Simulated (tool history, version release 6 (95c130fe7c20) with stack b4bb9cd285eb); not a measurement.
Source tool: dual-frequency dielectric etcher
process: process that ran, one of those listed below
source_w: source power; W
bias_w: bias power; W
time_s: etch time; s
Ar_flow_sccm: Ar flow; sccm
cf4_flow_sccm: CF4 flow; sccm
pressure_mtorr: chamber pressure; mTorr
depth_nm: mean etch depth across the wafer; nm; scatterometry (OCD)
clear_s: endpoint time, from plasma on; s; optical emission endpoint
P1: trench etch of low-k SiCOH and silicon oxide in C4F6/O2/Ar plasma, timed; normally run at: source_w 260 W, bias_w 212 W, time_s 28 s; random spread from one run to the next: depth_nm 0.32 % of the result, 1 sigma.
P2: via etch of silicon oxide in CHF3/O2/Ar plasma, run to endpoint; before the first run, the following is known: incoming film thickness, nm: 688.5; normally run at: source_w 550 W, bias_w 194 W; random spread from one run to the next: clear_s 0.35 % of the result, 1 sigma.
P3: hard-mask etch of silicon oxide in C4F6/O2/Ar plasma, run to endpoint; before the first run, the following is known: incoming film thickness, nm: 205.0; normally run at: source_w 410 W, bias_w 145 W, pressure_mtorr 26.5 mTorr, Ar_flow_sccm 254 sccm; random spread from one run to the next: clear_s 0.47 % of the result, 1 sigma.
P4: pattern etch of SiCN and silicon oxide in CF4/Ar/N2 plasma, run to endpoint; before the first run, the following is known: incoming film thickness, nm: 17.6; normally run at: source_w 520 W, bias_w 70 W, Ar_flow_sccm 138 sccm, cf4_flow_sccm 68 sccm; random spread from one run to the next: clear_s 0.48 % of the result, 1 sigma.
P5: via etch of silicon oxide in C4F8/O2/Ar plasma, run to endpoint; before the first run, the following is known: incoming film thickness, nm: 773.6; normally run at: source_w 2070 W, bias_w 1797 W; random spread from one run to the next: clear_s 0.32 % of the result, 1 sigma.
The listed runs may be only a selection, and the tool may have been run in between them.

run	hour	process	source_w	bias_w	time_s	Ar_flow_sccm	cf4_flow_sccm	pressure_mtorr	depth_nm	clear_s
1	6.6	P1	260	212	28				77.105	
2	13.7	P4	310	70		138	68			29.941
3	18.7	P1	260	212	28				76.518	
4	25.6	P3	410	195		254		26.5		61.09
5	32.4	P5	1590	1797						169.06
6	38.9	P4	520	89		138	68			17.589
7	45.7	P1	260	212	28				76.981	
8	51.2	P5	2070	1797						151.26
9	56.1	P1	260	291	28				85.556	
# hour 56.5: bias power generator calibrated
10	60.1	P1	260	212	28				77.045	
11	63.4	P2	760	194						313.89
12	66.9	P1	260	212	21				57.605	
13	72.5	P4	520	70		138	52			19.894
14	76.3	P1	320	212	28				82.978	
15	80.6	P4	520	70		138	68			19.088
16	87.1	P1	260	146	28				67.997	
17	92.5	P5	2070	1797						152.67
18	96.3	P1	180	212	28				66.474	
19	103.6	P2	550	119						415.36
20	109	P3	410	145		328		26.5		68.98
21	116.1	P1	260	169	40				101.74	
22	121	P3	410	145		254		26.5		66.805
23	127.5	P5	2070	2456						138.46
24	132.3	P1	320	272	28				90.314	
25	138.1	P4	520	70		100	68			18.168
26	141.5	P3	410	145		254		34.5		69.508
27	145.7	P2	550	194						355.02
28	151.3	P1	260	212	28				76.931	
29	155.1	P4	520	70		138	68			19.116
30	159.9	P1	260	212	28				76.543	
31	164	P1	260	212	41				112.16	
32	167.6	P3	310	145		254		26.5		74.87
33	174.5	P1	260	212	28				77.231	
34	180.5	P1	260	212	28				76.27	
35	187.2	P1	260	212	28				76.184	
36	191.2	P1	260	212	28				75.605	
# hour 193.1: wet clean of the chamber
37	194.9	P1	260	212	28				75.672	
38	201.2	P1	260	212	28				75.711	
39	205.4	P1	260	212	28				75.253	
40	210.3	P1	260	212	28				75.409	
41	213.9	P1	260	212	28				75.244	
42	218.6	P1	260	212	28				75.013	

P1 no longer gives what it gave before; its output has crept away from where it was. The following 2 causes, each at its listed size, fit the log equally well:
A: bias power that arrives under what is set, % = 4.7
B: source power that arrives under what is set, % = 4.13
The drift started at roughly hour 174.5.
Ruled out, with reasons:
chamber walls in a state that lowers the etch rate, %: its service at hour 193.1 followed the start of the drift and did not put the process back to its old value

Which of the check runs below tells the causes apart, meaning the causes would give it clearly different results? Each run uses 3 wafers whose results are averaged, and each result is shown as a question mark.
check 1	223.3	P5	2070	1797						?
check 2	223.3	P2	550	194						?
check 3	223.3	P3	410	145		254		26.5		?
check 4	223.3	P4	520	70		138	68			?

Expected result of each check under each candidate cause:
check	result	if A	if B
check 1	clear_s	154.05	154.61
check 2	clear_s	360.7	360.55
check 3	clear_s	68.175	68.332
check 4	clear_s	19.353	19.748
Minimum pairwise separation of causes per check, each pair taken at its best-separating result: check 1 0.36 %; check 2 0.04 %; check 3 0.23 %; check 4 2.02 %
Check 4 is the one run that separates the causes; every other check would come out nearly the same whichever cause is at work.

Then check 4 was run and gave: clear_s 19.768 s. Which cause is it?

It is B: source power that arrives under what is set, %.
